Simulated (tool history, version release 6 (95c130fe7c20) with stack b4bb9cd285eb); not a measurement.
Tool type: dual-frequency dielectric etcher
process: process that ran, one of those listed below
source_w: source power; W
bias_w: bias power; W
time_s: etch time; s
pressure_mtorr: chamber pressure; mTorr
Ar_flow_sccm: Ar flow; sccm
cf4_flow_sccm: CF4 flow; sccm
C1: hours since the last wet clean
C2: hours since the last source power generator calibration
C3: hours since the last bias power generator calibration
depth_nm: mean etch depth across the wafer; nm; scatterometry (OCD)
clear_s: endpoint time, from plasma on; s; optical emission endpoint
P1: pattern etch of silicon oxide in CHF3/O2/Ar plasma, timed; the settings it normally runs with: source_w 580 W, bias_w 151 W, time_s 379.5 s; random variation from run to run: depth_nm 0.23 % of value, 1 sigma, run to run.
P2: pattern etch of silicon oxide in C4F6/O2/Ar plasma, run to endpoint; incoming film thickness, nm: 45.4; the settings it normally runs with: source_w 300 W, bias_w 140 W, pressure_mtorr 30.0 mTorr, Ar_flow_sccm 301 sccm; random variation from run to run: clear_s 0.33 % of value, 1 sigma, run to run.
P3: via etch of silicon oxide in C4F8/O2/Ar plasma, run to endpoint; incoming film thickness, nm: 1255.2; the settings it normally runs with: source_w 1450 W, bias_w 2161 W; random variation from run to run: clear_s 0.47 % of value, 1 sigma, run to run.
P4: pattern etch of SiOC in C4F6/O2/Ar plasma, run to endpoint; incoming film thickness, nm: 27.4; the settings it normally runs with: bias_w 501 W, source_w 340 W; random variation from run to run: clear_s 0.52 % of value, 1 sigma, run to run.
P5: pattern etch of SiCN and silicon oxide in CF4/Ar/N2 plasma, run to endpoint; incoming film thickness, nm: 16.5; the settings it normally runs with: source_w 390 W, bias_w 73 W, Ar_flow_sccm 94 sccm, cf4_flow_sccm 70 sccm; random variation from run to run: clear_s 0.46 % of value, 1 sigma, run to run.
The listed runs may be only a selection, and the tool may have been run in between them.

{"run": 1, "hour": 10.9, "process": "P1", "source_w": 580, "bias_w": 151, "time_s": 379.5, "C1": 337.5, "C2": 1522.3, "C3": 538.4, "depth_nm": 686.12}
{"run": 2, "hour": 18.8, "process": "P3", "source_w": 1450, "bias_w": 2161, "C1": 345.4, "C2": 1530.2, "C3": 546.3, "clear_s": 285.11}
{"run": 3, "hour": 28.6, "process": "P4", "source_w": 340, "bias_w": 501, "C1": 355.2, "C2": 1540.0, "C3": 556.1, "clear_s": 9.4138}
{"run": 4, "hour": 38.9, "process": "P2", "source_w": 300, "bias_w": 140, "pressure_mtorr": 30.0, "Ar_flow_sccm": 301, "C1": 365.5, "C2": 1550.3, "C3": 566.4, "clear_s": 17.063}
{"run": 5, "hour": 45.9, "process": "P4", "source_w": 460, "bias_w": 501, "C1": 372.5, "C2": 1557.3, "C3": 573.4, "clear_s": 8.4572}
{"run": 6, "hour": 59.2, "process": "P2", "source_w": 210, "bias_w": 140, "pressure_mtorr": 30.0, "Ar_flow_sccm": 301, "C1": 385.8, "C2": 1570.6, "C3": 586.7, "clear_s": 19.611}
{"run": 7, "hour": 66.1, "process": "P1", "source_w": 580, "bias_w": 151, "time_s": 379.5, "C1": 392.7, "C2": 1577.5, "C3": 593.6, "depth_nm": 687.62}
{"run": 8, "hour": 74.7, "process": "P1", "source_w": 580, "bias_w": 96, "time_s": 247.5, "C1": 401.3, "C2": 1586.1, "C3": 602.2, "depth_nm": 389.64}
{"run": 9, "hour": 83.4, "process": "P1", "source_w": 580, "bias_w": 151, "time_s": 379.5, "C1": 410.0, "C2": 1594.8, "C3": 610.9, "depth_nm": 689.44}
{"run": 10, "hour": 90.8, "process": "P2", "source_w": 300, "bias_w": 92, "pressure_mtorr": 30.0, "Ar_flow_sccm": 301, "C1": 417.4, "C2": 1602.2, "C3": 618.3, "clear_s": 19.27}
{"run": 11, "hour": 103.5, "process": "P4", "source_w": 340, "bias_w": 672, "C1": 430.1, "C2": 1614.9, "C3": 631.0, "clear_s": 8.4375}
{"run": 12, "hour": 113.6, "process": "P3", "source_w": 1450, "bias_w": 1388, "C1": 440.2, "C2": 1625.0, "C3": 641.1, "clear_s": 323.48}
{"run": 13, "hour": 125.0, "process": "P1", "source_w": 710, "bias_w": 151, "time_s": 379.5, "C1": 451.6, "C2": 1636.4, "C3": 652.5, "depth_nm": 743.39}
{"run": 14, "hour": 135.2, "process": "P1", "source_w": 580, "bias_w": 151, "time_s": 564.5, "C1": 461.8, "C2": 1646.6, "C3": 662.7, "depth_nm": 1021.3}
{"run": 15, "hour": 142.5, "process": "P5", "source_w": 390, "bias_w": 73, "Ar_flow_sccm": 73, "cf4_flow_sccm": 70, "C1": 469.1, "C2": 1653.9, "C3": 670.0, "clear_s": 20.725}
{"run": 16, "hour": 154.2, "process": "P2", "source_w": 300, "bias_w": 140, "pressure_mtorr": 30.0, "Ar_flow_sccm": 190, "C1": 480.8, "C2": 1665.6, "C3": 681.7, "clear_s": 16.24}
{"run": 17, "hour": 163.9, "process": "P5", "source_w": 520, "bias_w": 73, "Ar_flow_sccm": 94, "cf4_flow_sccm": 70, "C1": 490.5, "C2": 1675.3, "C3": 691.4, "clear_s": 16.568}
{"run": 18, "hour": 170.8, "process": "P5", "source_w": 390, "bias_w": 73, "Ar_flow_sccm": 94, "cf4_flow_sccm": 70, "C1": 497.4, "C2": 1682.2, "C3": 698.3, "clear_s": 21.411}
{"run": 19, "hour": 178.3, "process": "P1", "source_w": 580, "bias_w": 151, "time_s": 379.5, "C1": 504.9, "C2": 1689.7, "C3": 705.8, "depth_nm": 687.86}
{"run": 20, "hour": 191.8, "process": "P1", "source_w": 580, "bias_w": 99, "time_s": 379.5, "C1": 518.4, "C2": 1703.2, "C3": 719.3, "depth_nm": 603.49}
{"run": 21, "hour": 205.6, "process": "P1", "source_w": 580, "bias_w": 151, "time_s": 379.5, "C1": 532.2, "C2": 1717.0, "C3": 733.1, "depth_nm": 688.8}
{"run": 22, "hour": 218.2, "process": "P5", "source_w": 390, "bias_w": 73, "Ar_flow_sccm": 94, "cf4_flow_sccm": 52, "C1": 544.8, "C2": 1729.6, "C3": 745.7, "clear_s": 22.393}
{"run": 23, "hour": 227.9, "process": "P1", "source_w": 580, "bias_w": 193, "time_s": 379.5, "C1": 554.5, "C2": 1739.3, "C3": 755.4, "depth_nm": 745.38}
{"run": 24, "hour": 236.2, "process": "P1", "source_w": 580, "bias_w": 151, "time_s": 379.5, "C1": 562.8, "C2": 1747.6, "C3": 763.7, "depth_nm": 689.55}
{"run": 25, "hour": 244.2, "process": "P3", "source_w": 950, "bias_w": 2161, "C1": 570.8, "C2": 1755.6, "C3": 771.7, "clear_s": 337.21}
{"run": 26, "hour": 257.1, "process": "P2", "source_w": 300, "bias_w": 140, "pressure_mtorr": 39.5, "Ar_flow_sccm": 301, "C1": 583.7, "C2": 1768.5, "C3": 784.6, "clear_s": 17.554}
{"run": 27, "hour": 269.3, "process": "P5", "source_w": 390, "bias_w": 52, "Ar_flow_sccm": 94, "cf4_flow_sccm": 70, "C1": 595.9, "C2": 1780.7, "C3": 796.8, "clear_s": 24.106}
{"run": 28, "hour": 277.7, "process": "P1", "source_w": 580, "bias_w": 151, "time_s": 379.5, "C1": 604.3, "C2": 1789.1, "C3": 805.2, "depth_nm": 686.27}
{"run": 29, "hour": 289.0, "process": "P1", "source_w": 470, "bias_w": 151, "time_s": 379.5, "C1": 615.6, "C2": 1800.4, "C3": 816.5, "depth_nm": 634.85}
{"run": 30, "hour": 300.3, "process": "P1", "source_w": 580, "bias_w": 151, "time_s": 240.5, "C1": 626.9, "C2": 1811.7, "C3": 827.8, "depth_nm": 436.89}
{"run": 31, "hour": 312.7, "process": "P1", "source_w": 580, "bias_w": 151, "time_s": 379.5, "C1": 639.3, "C2": 1824.1, "C3": 840.2, "depth_nm": 682.98}
{"run": 32, "hour": 319.1, "process": "P1", "source_w": 580, "bias_w": 151, "time_s": 379.5, "C1": 645.7, "C2": 1830.5, "C3": 846.6, "depth_nm": 684.08}
{"run": 33, "hour": 326.6, "process": "P1", "source_w": 580, "bias_w": 151, "time_s": 379.5, "C1": 653.2, "C2": 1838.0, "C3": 854.1, "depth_nm": 682.16}
{"run": 34, "hour": 338.1, "process": "P1", "source_w": 580, "bias_w": 151, "time_s": 379.5, "C1": 664.7, "C2": 1849.5, "C3": 865.6, "depth_nm": 678.21}
{"run": 35, "hour": 347.6, "process": "P1", "source_w": 580, "bias_w": 151, "time_s": 379.5, "C1": 674.2, "C2": 1859.0, "C3": 875.1, "depth_nm": 678.98}
{"run": 36, "hour": 354.5, "process": "P1", "source_w": 580, "bias_w": 151, "time_s": 379.5, "C1": 681.1, "C2": 1865.9, "C3": 882.0, "depth_nm": 678.1}
{"hour": 362.5, "done": "wet clean of the chamber"}
{"run": 37, "hour": 363.7, "process": "P1", "source_w": 580, "bias_w": 151, "time_s": 379.5, "C1": 1.3, "C2": 1875.1, "C3": 891.2, "depth_nm": 677.41}
{"run": 38, "hour": 376.0, "process": "P1", "source_w": 580, "bias_w": 151, "time_s": 379.5, "C1": 13.6, "C2": 1887.4, "C3": 903.5, "depth_nm": 680.06}
{"run": 39, "hour": 384.1, "process": "P1", "source_w": 580, "bias_w": 151, "time_s": 379.5, "C1": 21.7, "C2": 1895.5, "C3": 911.6, "depth_nm": 674.89}
{"run": 40, "hour": 397.9, "process": "P1", "source_w": 580, "bias_w": 151, "time_s": 379.5, "C1": 35.5, "C2": 1909.3, "C3": 925.4, "depth_nm": 677.76}
{"run": 41, "hour": 406.2, "process": "P1", "source_w": 580, "bias_w": 151, "time_s": 379.5, "C1": 43.8, "C2": 1917.6, "C3": 933.7, "depth_nm": 678.89}
{"run": 42, "hour": 414.9, "process": "P1", "source_w": 580, "bias_w": 151, "time_s": 379.5, "C1": 52.5, "C2": 1926.3, "C3": 942.4, "depth_nm": 676.95}

Compared with where it was, what P1 gives has crept away. Each cause listed below fits the log as well as the rest, at the size given for it:
A: source power that arrives under what is set, % = 4.05
B: bias power that arrives under what is set, % = 4.82
The creep began at about hour 312.7.
Other possible causes, and why each is ruled out:
chamber walls in a state that lowers the etch rate, %: was serviced at hour 362.5, once the creep was under way, yet the earlier output never came back

Which of the 4 check runs listed below, each an average over 3 wafers with its results shown as question marks, gives clearly different results under the different listed causes?
{"run": "check 1", "hour": 423.6, "process": "P4", "source_w": 440, "bias_w": 658, "clear_s": "?"}
{"run": "check 2", "hour": 423.6, "process": "P5", "source_w": 390, "bias_w": 53, "Ar_flow_sccm": 94, "cf4_flow_sccm": 70, "clear_s": "?"}
{"run": "check 3", "hour": 423.6, "process": "P3", "source_w": 1130, "bias_w": 2161, "clear_s": "?"}
{"run": "check 4", "hour": 423.6, "process": "P2", "source_w": 300, "bias_w": 115, "pressure_mtorr": 30.0, "Ar_flow_sccm": 301, "clear_s": "?"}

If the cause were each of the candidates in turn, the checks would give the following:
check=check_1 result=clear_s if_A=7.8463 if_B=7.8770
check=check_2 result=clear_s if_A=24.7100 if_B=24.1890
check=check_3 result=clear_s if_A=322.2900 if_B=321.8600
check=check_4 result=clear_s if_A=18.4120 if_B=18.3730
Per-check spread between the two closest causes, in the result where they differ most: check 1 0.39 %; check 2 2.13 %; check 3 0.13 %; check 4 0.22 %
The other checks would show nearly matching results whichever cause is true, so check 2 is the only one that separates the causes.

Running check 2 produced the following: clear_s 24.6740 s. Which one of the listed causes fits?

It is A: source power that arrives under what is set, %.
